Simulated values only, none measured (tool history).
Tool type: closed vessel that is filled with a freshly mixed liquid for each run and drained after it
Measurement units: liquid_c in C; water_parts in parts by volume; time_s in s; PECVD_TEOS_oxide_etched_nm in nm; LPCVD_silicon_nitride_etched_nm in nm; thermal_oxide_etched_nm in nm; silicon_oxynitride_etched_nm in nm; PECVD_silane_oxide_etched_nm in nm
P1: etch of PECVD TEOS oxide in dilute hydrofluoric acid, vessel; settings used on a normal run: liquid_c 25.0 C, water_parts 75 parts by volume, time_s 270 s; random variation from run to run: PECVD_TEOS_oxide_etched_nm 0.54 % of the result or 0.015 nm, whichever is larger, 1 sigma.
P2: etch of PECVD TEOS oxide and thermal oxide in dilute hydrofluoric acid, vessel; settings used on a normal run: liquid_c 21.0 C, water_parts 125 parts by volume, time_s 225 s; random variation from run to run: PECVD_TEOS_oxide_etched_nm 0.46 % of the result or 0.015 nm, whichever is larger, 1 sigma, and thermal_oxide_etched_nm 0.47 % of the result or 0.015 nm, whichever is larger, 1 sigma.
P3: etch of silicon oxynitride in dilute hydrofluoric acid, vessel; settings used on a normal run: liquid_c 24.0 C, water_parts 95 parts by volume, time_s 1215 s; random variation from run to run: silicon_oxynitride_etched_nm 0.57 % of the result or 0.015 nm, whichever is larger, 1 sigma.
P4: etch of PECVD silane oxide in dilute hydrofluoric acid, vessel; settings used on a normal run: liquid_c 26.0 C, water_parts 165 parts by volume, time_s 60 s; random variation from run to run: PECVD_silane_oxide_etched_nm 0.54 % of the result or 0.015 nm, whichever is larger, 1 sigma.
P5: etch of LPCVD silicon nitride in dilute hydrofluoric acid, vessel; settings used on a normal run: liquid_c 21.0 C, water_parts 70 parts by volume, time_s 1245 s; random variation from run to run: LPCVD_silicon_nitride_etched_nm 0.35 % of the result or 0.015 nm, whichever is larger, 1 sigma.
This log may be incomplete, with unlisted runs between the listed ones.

| run | day | process | liquid_c | water_parts | time_s | hours since the thermometer was replaced | hours since the hydrofluoric acid flow meter was replaced | PECVD_TEOS_oxide_etched_nm | LPCVD_silicon_nitride_etched_nm | thermal_oxide_etched_nm | silicon_oxynitride_etched_nm | PECVD_silane_oxide_etched_nm |
|---|---|---|---|---|---|---|---|---|---|---|---|---|
| 1 | 0.354 | P1 | 25.0 | 75 | 270 | 689.6 | 331.5 | 56.303 |  |  |  |  |
| 2 | 0.588 | P5 | 24.5 | 70 | 1245 | 695.2 | 337.1 |  | 8.3933 |  |  |  |
| 3 | 0.833 | P1 | 25.0 | 75 | 270 | 701.1 | 343.0 | 55.594 |  |  |  |  |
| 4 | 1.125 | P1 | 25.0 | 75 | 270 | 708.1 | 350.0 | 56.134 |  |  |  |  |
| 5 | 1.317 | P2 | 21.0 | 70 | 225 | 712.7 | 354.6 | 45.669 |  | 14.8060 |  |  |
| 6 | 1.708 | P3 | 19.5 | 95 | 1215 | 722.1 | 364.0 |  |  |  | 23.090 |  |
| 7 | 1.971 | P1 | 31.5 | 135 | 270 | 728.4 | 370.3 | 36.523 |  |  |  |  |
| 8 | 2.179 | P5 | 21.0 | 70 | 1245 | 733.4 | 375.3 |  | 6.7105 |  |  |  |
| 9 | 2.392 | P2 | 25.0 | 125 | 225 | 738.5 | 380.4 | 28.200 |  | 9.0737 |  |  |
|  | 2.512 | hydrofluoric acid flow meter replaced |
| 10 | 2.738 | P1 | 25.0 | 75 | 270 | 746.8 | 5.4 | 55.415 |  |  |  |  |
| 11 | 3.142 | P3 | 24.0 | 95 | 2025 | 756.5 | 15.1 |  |  |  | 47.532 |  |
| 12 | 3.533 | P2 | 21.0 | 125 | 440 | 765.9 | 24.5 | 46.877 |  | 15.0920 |  |  |
| 13 | 3.821 | P1 | 20.0 | 75 | 270 | 772.8 | 31.4 | 45.163 |  |  |  |  |
| 14 | 4.096 | P1 | 25.0 | 75 | 270 | 779.4 | 38.0 | 55.744 |  |  |  |  |
| 15 | 4.388 | P1 | 25.0 | 75 | 270 | 786.4 | 45.0 | 55.704 |  |  |  |  |
| 16 | 4.621 | P1 | 25.0 | 20 | 270 | 792.0 | 50.6 | 226.290 |  |  |  |  |
| 17 | 4.975 | P4 | 26.0 | 225 | 60 | 800.5 | 59.1 |  |  |  |  | 11.112 |
| 18 | 5.229 | P4 | 26.0 | 165 | 115 | 806.6 | 65.2 |  |  |  |  | 30.891 |
| 19 | 5.446 | P2 | 21.0 | 125 | 225 | 811.8 | 70.4 | 23.930 |  | 7.7318 |  |  |
| 20 | 5.842 | P4 | 31.5 | 165 | 60 | 821.3 | 79.9 |  |  |  |  | 19.921 |
| 21 | 6.083 | P4 | 26.0 | 165 | 60 | 827.1 | 85.7 |  |  |  |  | 16.117 |
| 22 | 6.421 | P5 | 21.0 | 30 | 1245 | 835.2 | 93.8 |  | 15.1100 |  |  |  |
| 23 | 6.796 | P5 | 21.0 | 70 | 1245 | 844.2 | 102.8 |  | 6.6910 |  |  |  |
| 24 | 7.017 | P3 | 24.0 | 160 | 1215 | 849.5 | 108.1 |  |  |  | 16.149 |  |
| 25 | 7.317 | P1 | 25.0 | 75 | 115 | 856.7 | 115.3 | 23.839 |  |  |  |  |
| 26 | 7.521 | P2 | 21.0 | 125 | 225 | 861.6 | 120.2 | 23.865 |  | 7.7636 |  |  |
| 27 | 7.762 | P1 | 25.0 | 105 | 270 | 867.4 | 126.0 | 38.535 |  |  |  |  |
| 28 | 8.058 | P5 | 21.0 | 70 | 80 | 874.5 | 133.1 |  | 0.4276 |  |  |  |
| 29 | 8.338 | P1 | 28.5 | 75 | 270 | 881.2 | 139.8 | 63.764 |  |  |  |  |
| 30 | 8.721 | P1 | 25.0 | 75 | 455 | 890.4 | 149.0 | 94.075 |  |  |  |  |
| 31 | 9.100 | P3 | 24.0 | 95 | 1215 | 899.5 | 158.1 |  |  |  | 28.575 |  |
| 32 | 9.467 | P1 | 25.0 | 75 | 270 | 908.3 | 166.9 | 55.862 |  |  |  |  |
| 33 | 9.721 | P1 | 25.0 | 75 | 270 | 914.4 | 173.0 | 57.249 |  |  |  |  |
| 34 | 10.117 | P1 | 25.0 | 75 | 270 | 923.9 | 182.5 | 57.515 |  |  |  |  |
| 35 | 10.362 | P1 | 25.0 | 75 | 270 | 929.8 | 188.4 | 58.550 |  |  |  |  |
| 36 | 10.683 | P1 | 25.0 | 75 | 270 | 937.5 | 196.1 | 58.570 |  |  |  |  |
| 37 | 11.108 | P1 | 25.0 | 75 | 270 | 947.7 | 206.3 | 58.445 |  |  |  |  |
| 38 | 11.333 | P1 | 25.0 | 75 | 270 | 953.1 | 211.7 | 59.302 |  |  |  |  |
| 39 | 11.675 | P1 | 25.0 | 75 | 270 | 961.3 | 219.9 | 58.999 |  |  |  |  |

P1 has crept away from where it was. The log is fitted equally well by each of these 2 causes, at the sizes shown:
A: hydrofluoric acid flow above the setpoint (%) = 5.15
B: liquid hotter than its thermometer reads (K) = 1.39
The creep began at about day 9.467.

Consider the 4 single-wafer check runs listed below, results given as question marks: which one distinguishes between the causes by giving clearly different results for each?
| check 1 | 12.017 | P2 | 21.0 | 125 | 225 |  |  | ? |  | ? |  |  |
| check 2 | 12.017 | P4 | 26.0 | 165 | 60 |  |  |  |  |  |  | ? |
| check 3 | 12.017 | P5 | 21.0 | 70 | 1245 |  |  |  | ? |  |  |  |
| check 4 | 12.017 | P3 | 24.0 | 95 | 1215 |  |  |  |  |  | ? |  |

Expected result of each check under each candidate cause:
| check | result | if A | if B |
|---|---|---|---|
| check 1 | PECVD_TEOS_oxide_etched_nm | 25.431 | 25.388 |
| check 1 | thermal_oxide_etched_nm | 8.1975 | 8.1837 |
| check 2 | PECVD_silane_oxide_etched_nm | 17.110 | 16.963 |
| check 3 | LPCVD_silicon_nitride_etched_nm | 7.0133 | 7.3392 |
| check 4 | silicon_oxynitride_etched_nm | 30.325 | 30.673 |
Per check, the gap between the least separated pair of causes, taken in the result that splits them most: check 1 0.17 %; check 2 0.86 %; check 3 4.54 %; check 4 1.14 %
The causes can be told apart only by check 3. The other checks would give nearly the same results under each of them.

The results of check 3 are: LPCVD_silicon_nitride_etched_nm 7.3800 nm. Based on these, which of the listed causes is it?

It was cause B: liquid hotter than its thermometer reads (K).
